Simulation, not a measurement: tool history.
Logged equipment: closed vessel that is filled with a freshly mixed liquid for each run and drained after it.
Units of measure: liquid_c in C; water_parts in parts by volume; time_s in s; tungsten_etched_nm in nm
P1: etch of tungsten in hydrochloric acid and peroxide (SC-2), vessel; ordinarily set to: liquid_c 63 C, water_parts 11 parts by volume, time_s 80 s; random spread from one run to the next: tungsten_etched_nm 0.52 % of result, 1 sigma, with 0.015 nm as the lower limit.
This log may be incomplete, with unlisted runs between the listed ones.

run   hour  liquid_c  water_parts  time_s  hours since the thermometer was replaced  hours since the chemicals flow meter was replaced  hours since the drum of peroxide was connected  tungsten_etched_nm
  1     17        63           11      80                                     396.7                                               90.7                                           460.3              19.132
  2   25.7        63         16.5      80                                     405.4                                               99.4                                             469              13.519
  3   41.1        63           11      30                                     420.8                                              114.8                                           484.4              7.2347
  4   57.1        63           11     160                                     436.8                                              130.8                                           500.4              38.183
  5   74.7        72           11      80                                     454.4                                              148.4                                             518              32.871
      76.2  -- chemicals flow meter replaced
  6   89.1        63            4      80                                     468.8                                                 13                                           532.4              41.456
  7  101.3      71.5         16.5      80                                       481                                               25.2                                           544.6              22.415
  8  112.7        70           11      30                                     492.4                                               36.6                                             556              10.925
  9  122.1        63           11      80                                     501.8                                                 46                                           565.4                19.3
 10  131.3        63           11      80                                       511                                               55.2                                           574.6              19.296
 11  144.9        63           11      80                                     524.6                                               68.8                                           588.2              19.268
 12  162.4        63           11      80                                     542.1                                               86.3                                           605.7               19.16
 13  180.2        50           11      80                                     559.9                                              104.1                                           623.5              8.3447
 14    198        63           11      80                                     577.7                                              121.9                                           641.3              19.057
 15  214.1        63           11      80                                     593.8                                                138                                           657.4              18.539
 16  222.1        63           11      80                                     601.8                                                146                                           665.4              18.207
 17    231        63           11      80                                     610.7                                              154.9                                           674.3              18.001
 18  239.8        63           11      80                                     619.5                                              163.7                                           683.1              17.841
     254.6  -- new drum of peroxide connected
 19  258.2        63           11      80                                     637.9                                              182.1                                             3.7              17.729
 20  274.4        63           11      80                                     654.1                                              198.3                                            19.9              17.697
 21    289        63           11      80                                     668.7                                              212.9                                            34.5              17.521
 22  301.3        63           11      80                                       681                                              225.2                                            46.8              17.625

Compared with where it was, what P1 gives has crept away. Each cause listed below fits the log as well as the rest, at the size given for it:
A: liquid colder than its thermometer reads (K) = 1.51
B: chemicals flow below the setpoint (%) = 10.4
The drift started at roughly hour 198.
All other causes, with the reason each is excluded:
peroxide weaker than its label (%): serviced after onset, at hour 254.6, with no recovery of the prior output

Of the 4 check runs below, each run on 3 wafers with the results averaged and each result still a question mark, which one would tell the listed causes apart?
check 1  313.6        63           16     160                                                                                                                                                                ?
check 2  313.6      69.5           11      80                                                                                                                                                                ?
check 3  313.6      52.5           11     160                                                                                                                                                                ?
check 4  313.6        51            4      80                                                                                                                                                                ?

Expected result of each check under each candidate cause:
  check              result    if A    if B
check 1  tungsten_etched_nm  25.293  25.174
check 2  tungsten_etched_nm   26.03  25.933
check 3  tungsten_etched_nm  17.849  17.955
check 4  tungsten_etched_nm  17.499  17.961
Per check, the gap between the least separated pair of causes, taken in the result that splits them most: check 1 0.47 %; check 2 0.38 %; check 3 0.59 %; check 4 2.6 %
Only in check 4 would the causes give clearly different results; in the remaining checks their results would be nearly the same.

With check 4 done, the readings were: tungsten_etched_nm 17.374 nm. Identify which of the listed causes applies.

The correct cause is A, namely: liquid colder than its thermometer reads (K).
